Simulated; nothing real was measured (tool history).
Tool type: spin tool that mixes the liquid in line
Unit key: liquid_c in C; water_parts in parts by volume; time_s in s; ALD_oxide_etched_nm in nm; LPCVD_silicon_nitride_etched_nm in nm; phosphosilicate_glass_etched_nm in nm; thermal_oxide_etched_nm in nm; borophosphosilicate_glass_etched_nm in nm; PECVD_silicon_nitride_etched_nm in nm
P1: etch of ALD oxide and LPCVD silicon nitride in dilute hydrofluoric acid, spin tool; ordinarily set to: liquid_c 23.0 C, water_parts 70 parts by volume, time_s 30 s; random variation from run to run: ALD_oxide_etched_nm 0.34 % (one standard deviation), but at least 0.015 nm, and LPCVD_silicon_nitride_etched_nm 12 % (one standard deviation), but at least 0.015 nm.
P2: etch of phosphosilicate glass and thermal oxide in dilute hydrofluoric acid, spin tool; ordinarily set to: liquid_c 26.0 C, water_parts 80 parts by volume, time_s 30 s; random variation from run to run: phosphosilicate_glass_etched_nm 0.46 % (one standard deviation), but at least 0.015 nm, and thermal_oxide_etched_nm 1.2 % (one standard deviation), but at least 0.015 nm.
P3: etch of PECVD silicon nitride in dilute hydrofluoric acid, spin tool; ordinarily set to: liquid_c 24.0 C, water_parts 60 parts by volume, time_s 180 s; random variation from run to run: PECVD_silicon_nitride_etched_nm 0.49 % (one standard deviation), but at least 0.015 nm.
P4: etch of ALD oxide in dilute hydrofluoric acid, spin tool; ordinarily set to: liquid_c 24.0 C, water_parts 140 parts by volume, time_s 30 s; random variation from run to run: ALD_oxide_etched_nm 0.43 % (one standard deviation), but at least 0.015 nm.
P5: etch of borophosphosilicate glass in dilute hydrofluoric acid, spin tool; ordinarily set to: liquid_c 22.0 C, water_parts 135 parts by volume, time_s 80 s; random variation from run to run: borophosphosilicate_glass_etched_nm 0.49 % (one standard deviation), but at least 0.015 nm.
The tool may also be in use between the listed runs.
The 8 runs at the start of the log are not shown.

run,hour,process,liquid_c,water_parts,time_s,ALD_oxide_etched_nm,LPCVD_silicon_nitride_etched_nm,phosphosilicate_glass_etched_nm,thermal_oxide_etched_nm,borophosphosilicate_glass_etched_nm,PECVD_silicon_nitride_etched_nm
9,122.4,P1,23.0,70,30,7.8559,0.17000,,,,
10,130.6,P1,23.0,105,30,5.0292,0.12006,,,,
11,147.4,P3,24.0,60,180,,,,,,8.5433
12,157.0,P1,23.0,125,15,2.0654,0.02141,,,,
13,173.5,P1,23.0,70,30,7.8032,0.18636,,,,
14,192.4,P1,27.0,70,30,9.2479,0.22695,,,,
15,205.2,P1,23.0,70,55,14.3300,0.28398,,,,
16,215.5,P1,23.0,70,30,7.8284,0.19215,,,,
17,227.8,P4,24.0,140,15,3.4419,,,,,
18,237.4,P1,23.0,70,30,7.8754,0.21692,,,,
19,251.8,P1,23.0,70,15,3.8965,0.11782,,,,
20,268.2,P4,29.5,140,30,8.4862,,,,,
21,282.0,P1,23.0,70,30,7.8169,0.17470,,,,
22,295.9,P4,24.0,220,30,4.0030,,,,,
23,311.0,P1,23.0,70,30,7.7974,0.17522,,,,
24,322.5,P4,24.0,140,30,6.9141,,,,,
25,335.3,P3,28.0,60,180,,,,,,11.0400
26,345.7,P1,17.0,70,30,6.1212,0.11284,,,,
27,358.4,P1,23.0,20,30,29.4110,0.67158,,,,
28,371.1,P2,26.0,115,30,,,20.738,1.2560,,

Forecast run 29:
29,384.8,P5,22.0,40,80,,,,,?,

borophosphosilicate_glass_etched_nm: 151.350 nm

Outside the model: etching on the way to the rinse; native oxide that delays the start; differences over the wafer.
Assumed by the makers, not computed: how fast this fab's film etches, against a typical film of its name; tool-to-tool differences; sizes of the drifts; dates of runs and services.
